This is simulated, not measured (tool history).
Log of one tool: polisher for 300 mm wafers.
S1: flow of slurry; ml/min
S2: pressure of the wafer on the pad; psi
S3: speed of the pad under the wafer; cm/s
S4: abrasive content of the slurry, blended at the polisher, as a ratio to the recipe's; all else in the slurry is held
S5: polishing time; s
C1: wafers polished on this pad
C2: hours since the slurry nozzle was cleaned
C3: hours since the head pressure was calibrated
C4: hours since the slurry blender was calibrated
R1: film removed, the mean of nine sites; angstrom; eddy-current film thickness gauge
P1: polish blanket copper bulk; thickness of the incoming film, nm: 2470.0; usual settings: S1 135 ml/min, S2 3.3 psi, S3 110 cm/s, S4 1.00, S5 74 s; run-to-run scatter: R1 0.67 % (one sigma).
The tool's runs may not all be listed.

{"run": 1, "hour": 8.1, "S1": 135, "S2": 3.3, "S3": 110, "S4": 1.0, "S5": 74, "C1": 509, "C2": 294.6, "C3": 323.5, "C4": 247.4, "R1": 7146.8}
{"run": 2, "hour": 24.0, "S1": 135, "S2": 3.3, "S3": 110, "S4": 0.5, "S5": 74, "C1": 600, "C2": 310.5, "C3": 339.4, "C4": 263.3, "R1": 6195.9}
{"run": 3, "hour": 33.2, "S1": 135, "S2": 3.3, "S3": 110, "S4": 1.3, "S5": 74, "C1": 652, "C2": 319.7, "C3": 348.6, "C4": 272.5, "R1": 7600.6}
{"run": 4, "hour": 41.5, "S1": 135, "S2": 4.7, "S3": 110, "S4": 1.0, "S5": 43, "C1": 699, "C2": 328.0, "C3": 356.9, "C4": 280.8, "R1": 5908.4}
{"run": 5, "hour": 52.3, "S1": 135, "S2": 3.3, "S3": 110, "S4": 1.0, "S5": 74, "C1": 760, "C2": 338.8, "C3": 367.7, "C4": 291.6, "R1": 7222.8}
{"run": 6, "hour": 60.5, "S1": 80, "S2": 3.3, "S3": 110, "S4": 1.0, "S5": 74, "C1": 806, "C2": 347.0, "C3": 375.9, "C4": 299.8, "R1": 6380.7}
{"run": 7, "hour": 71.3, "S1": 135, "S2": 3.3, "S3": 52, "S4": 1.0, "S5": 74, "C1": 868, "C2": 357.8, "C3": 386.7, "C4": 310.6, "R1": 3383.5}
{"run": 8, "hour": 85.2, "S1": 175, "S2": 3.3, "S3": 110, "S4": 1.0, "S5": 74, "C1": 946, "C2": 371.7, "C3": 400.6, "C4": 324.5, "R1": 7469.0}
{"run": 9, "hour": 101.0, "S1": 135, "S2": 3.3, "S3": 110, "S4": 1.0, "S5": 74, "C1": 1036, "C2": 387.5, "C3": 416.4, "C4": 340.3, "R1": 7163.7}
{"run": 10, "hour": 110.6, "S1": 135, "S2": 1.5, "S3": 110, "S4": 1.0, "S5": 74, "C1": 1090, "C2": 397.1, "C3": 426.0, "C4": 349.9, "R1": 3243.4}
{"run": 11, "hour": 120.6, "S1": 135, "S2": 3.3, "S3": 110, "S4": 1.0, "S5": 74, "C1": 1147, "C2": 407.1, "C3": 436.0, "C4": 359.9, "R1": 7150.0}
{"run": 12, "hour": 134.3, "S1": 135, "S2": 3.3, "S3": 110, "S4": 1.0, "S5": 74, "C1": 1225, "C2": 420.8, "C3": 449.7, "C4": 373.6, "R1": 7156.1}
{"run": 13, "hour": 147.9, "S1": 135, "S2": 3.3, "S3": 148, "S4": 1.0, "S5": 74, "C1": 1302, "C2": 434.4, "C3": 463.3, "C4": 387.2, "R1": 9564.4}
{"run": 14, "hour": 156.8, "S1": 135, "S2": 3.3, "S3": 110, "S4": 1.0, "S5": 34, "C1": 1352, "C2": 443.3, "C3": 472.2, "C4": 396.1, "R1": 3315.0}
{"run": 15, "hour": 169.0, "S1": 135, "S2": 3.3, "S3": 110, "S4": 1.0, "S5": 109, "C1": 1421, "C2": 455.5, "C3": 484.4, "C4": 408.3, "R1": 10581.0}
{"run": 16, "hour": 177.1, "S1": 135, "S2": 4.5, "S3": 110, "S4": 1.0, "S5": 74, "C1": 1467, "C2": 463.6, "C3": 492.5, "C4": 416.4, "R1": 9907.4}
{"run": 17, "hour": 188.4, "S1": 135, "S2": 3.3, "S3": 56, "S4": 0.75, "S5": 74, "C1": 1531, "C2": 474.9, "C3": 503.8, "C4": 427.7, "R1": 3452.1}
{"run": 18, "hour": 203.2, "S1": 135, "S2": 3.3, "S3": 110, "S4": 1.0, "S5": 74, "C1": 1615, "C2": 489.7, "C3": 518.6, "C4": 442.5, "R1": 7132.2}
{"run": 19, "hour": 210.4, "S1": 135, "S2": 3.3, "S3": 110, "S4": 1.0, "S5": 74, "C1": 1656, "C2": 496.9, "C3": 525.8, "C4": 449.7, "R1": 6865.6}
{"run": 20, "hour": 221.0, "S1": 135, "S2": 3.3, "S3": 110, "S4": 1.0, "S5": 74, "C1": 1716, "C2": 507.5, "C3": 536.4, "C4": 460.3, "R1": 6824.5}
{"run": 21, "hour": 229.7, "S1": 135, "S2": 3.3, "S3": 110, "S4": 1.0, "S5": 74, "C1": 1765, "C2": 516.2, "C3": 545.1, "C4": 469.0, "R1": 6711.2}
{"hour": 238.5, "done": "slurry blender recalibrated"}
{"run": 22, "hour": 243.8, "S1": 135, "S2": 3.3, "S3": 110, "S4": 1.0, "S5": 74, "C1": 1845, "C2": 530.3, "C3": 559.2, "C4": 5.3, "R1": 6526.2}
{"run": 23, "hour": 251.6, "S1": 135, "S2": 3.3, "S3": 110, "S4": 1.0, "S5": 74, "C1": 1889, "C2": 538.1, "C3": 567.0, "C4": 13.1, "R1": 6579.3}
{"hour": 259.7, "done": "worn pad replaced by a new one"}
{"run": 24, "hour": 262.2, "S1": 135, "S2": 3.3, "S3": 110, "S4": 1.0, "S5": 74, "C1": 14, "C2": 548.7, "C3": 577.6, "C4": 23.7, "R1": 6583.2}
{"run": 25, "hour": 276.4, "S1": 135, "S2": 3.3, "S3": 110, "S4": 1.0, "S5": 74, "C1": 94, "C2": 562.9, "C3": 591.8, "C4": 37.9, "R1": 6461.1}
{"run": 26, "hour": 289.0, "S1": 135, "S2": 3.3, "S3": 110, "S4": 1.0, "S5": 74, "C1": 166, "C2": 575.5, "C3": 604.4, "C4": 50.5, "R1": 6456.6}
{"run": 27, "hour": 299.6, "S1": 135, "S2": 3.3, "S3": 110, "S4": 1.0, "S5": 74, "C1": 226, "C2": 586.1, "C3": 615.0, "C4": 61.1, "R1": 6370.0}

What P1 gives has crept away from where it was. These 2 causes fit the log equally well, each at the size given:
A: slurry flow missing at the pad, % = 36.2
B: head's pressure below its setpoint, % = 9.99
The creep began at about hour 203.2.
Why every other cause is out:
removal rate lost through wear of the pad, %: serviced at hour 259.7, which brought nothing back
abrasive missing from the slurry, %: serviced at hour 238.5, which brought nothing back

4 check runs are offered, each on 5 wafers whose results are averaged, their results left as question marks. Which one tells the causes apart?
{"run": "check 1", "hour": 310.2, "S1": 135, "S2": 3.3, "S3": 68, "S4": 1.0, "S5": 35, "R1": "?"}
{"run": "check 2", "hour": 310.2, "S1": 105, "S2": 3.3, "S3": 110, "S4": 0.8, "S5": 74, "R1": "?"}
{"run": "check 3", "hour": 310.2, "S1": 135, "S2": 1.5, "S3": 110, "S4": 1.0, "S5": 74, "R1": "?"}
{"run": "check 4", "hour": 310.2, "S1": 135, "S2": 1.5, "S3": 110, "S4": 0.75, "S5": 74, "R1": "?"}

What each check would give under each cause:
check=check_1 result=R1 if_A=1887.7 if_B=1887.4
check=check_2 result=R1 if_A=5689.3 if_B=5836.7
check=check_3 result=R1 if_A=2934.7 if_B=2934.2
check=check_4 result=R1 if_A=2762.2 if_B=2761.7
How far apart the two closest causes lie, in the result that separates them most: check 1 0.02 %; check 2 2.56 %; check 3 0.02 %; check 4 0.02 %
Check 2 tells the causes apart: in the others they would give nearly the same result.

Then check 2 was run and gave: R1 5837.4 angstrom. Which cause is it?

It is B: head's pressure below its setpoint, %.
